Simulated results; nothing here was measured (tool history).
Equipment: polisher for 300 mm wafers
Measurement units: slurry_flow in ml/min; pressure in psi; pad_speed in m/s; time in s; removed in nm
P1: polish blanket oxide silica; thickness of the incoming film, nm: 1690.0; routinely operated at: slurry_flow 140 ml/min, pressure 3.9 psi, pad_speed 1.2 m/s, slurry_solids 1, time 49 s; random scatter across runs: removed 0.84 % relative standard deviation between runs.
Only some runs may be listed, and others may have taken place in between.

| run | day | slurry_flow | pressure | pad_speed | slurry_solids | time | removed |
|---|---|---|---|---|---|---|---|
| 1 | 0.55 | 140 | 3.9 | 1.2 | 1 | 49 | 137.49 |
| 2 | 1.112 | 140 | 3.9 | 1.2 | 1 | 49 | 139.24 |
| 3 | 1.483 | 140 | 2 | 1.2 | 1 | 49 | 70.53 |
| 4 | 1.983 | 100 | 5.3 | 1.2 | 1 | 49 | 173.35 |
| 5 | 2.596 | 140 | 3.9 | 1.2 | 1 | 49 | 136.97 |
| 6 | 3.029 | 140 | 3.9 | 0.74 | 1 | 49 | 94.226 |
|  | 3.504 | slurry blender recalibrated |
| 7 | 3.525 | 140 | 3.9 | 1.2 | 1 | 71 | 199.36 |
| 8 | 3.858 | 205 | 3.9 | 1.2 | 1 | 49 | 146.37 |
| 9 | 4.429 | 140 | 3.9 | 1.2 | 1 | 22 | 61.805 |
| 10 | 4.867 | 95 | 3.9 | 1.2 | 1 | 49 | 126.21 |
| 11 | 5.4 | 140 | 3.9 | 1.88 | 1 | 49 | 196.43 |
| 12 | 5.717 | 140 | 3.9 | 1.2 | 1.5 | 49 | 159.75 |
| 13 | 6.125 | 140 | 3.9 | 1.2 | 1 | 49 | 137.59 |
| 14 | 6.671 | 140 | 3.9 | 1.2 | 1 | 49 | 138.34 |
| 15 | 7.262 | 140 | 3.9 | 1.2 | 0.55 | 49 | 101.03 |
| 16 | 7.7 | 140 | 5.5 | 1.2 | 1 | 49 | 196.99 |
| 17 | 8.279 | 140 | 3.9 | 1.2 | 1 | 49 | 139.86 |
| 18 | 8.788 | 140 | 3.9 | 1.2 | 1 | 49 | 130 |
| 19 | 9.104 | 140 | 3.9 | 1.2 | 1 | 49 | 126.09 |
| 20 | 9.717 | 140 | 3.9 | 1.2 | 1 | 49 | 122.47 |
|  | 9.8 | head pressure recalibrated |
|  | 9.921 | slurry nozzle cleaned |
| 21 | 10.088 | 140 | 3.9 | 1.2 | 1 | 49 | 121.33 |
| 22 | 10.508 | 140 | 3.9 | 1.2 | 1 | 49 | 121.24 |
|  | 10.596 | conditioning disc replaced and pad reconditioned |
| 23 | 10.771 | 140 | 3.9 | 1.2 | 1 | 49 | 122.4 |
| 24 | 11.075 | 140 | 3.9 | 1.2 | 1 | 49 | 121.76 |
| 25 | 11.554 | 140 | 3.9 | 1.2 | 1 | 49 | 119.26 |

What P1 gives has crept away from where it was. These 2 causes fit the log equally well, each at the size given:
A: abrasive missing from the slurry, % = 24.4
B: removal rate lost through wear of the pad, % = 12.8
Creep in the process output first set in at about day 8.279.
What rules out each remaining cause:
slurry flow missing at the pad, %: was serviced at day 9.921, once the creep was under way, yet the earlier output never came back
head's pressure below its setpoint, %: was serviced at day 9.8, once the creep was under way, yet the earlier output never came back
time polished since the conditioner stopped cutting, s: was serviced at day 10.596, once the creep was under way, yet the earlier output never came back

You are offered 4 check runs, listed below with question marks in place of their results; each one averages 5 wafers. Which run separates the listed causes by giving clearly different results for each?
| check 1 | 12.033 | 140 | 3.9 | 1.46 | 1.5 | 49 | ? |
| check 2 | 12.033 | 140 | 3.9 | 1.84 | 1 | 70 | ? |
| check 3 | 12.033 | 140 | 5.2 | 1.2 | 1 | 23 | ? |
| check 4 | 12.033 | 140 | 2 | 1.2 | 1 | 49 | ? |

If the cause were each of the candidates in turn, the checks would give the following:
| check | result | if A | if B |
|---|---|---|---|
| check 1 | removed | 170.51 | 165.82 |
| check 2 | removed | 241.87 | 241.86 |
| check 3 | removed | 75.275 | 75.269 |
| check 4 | removed | 61.68 | 61.675 |
How far apart the two closest causes lie, in the result that separates them most: check 1 2.79 %; check 2 0.01 %; check 3 0.01 %; check 4 0.01 %
The other checks would show nearly matching results whichever cause is true, so check 1 is the only one that separates the causes.

Then check 1 was run and gave: removed 170.48 nm. Which cause is it?

A is the cause: abrasive missing from the slurry, %.

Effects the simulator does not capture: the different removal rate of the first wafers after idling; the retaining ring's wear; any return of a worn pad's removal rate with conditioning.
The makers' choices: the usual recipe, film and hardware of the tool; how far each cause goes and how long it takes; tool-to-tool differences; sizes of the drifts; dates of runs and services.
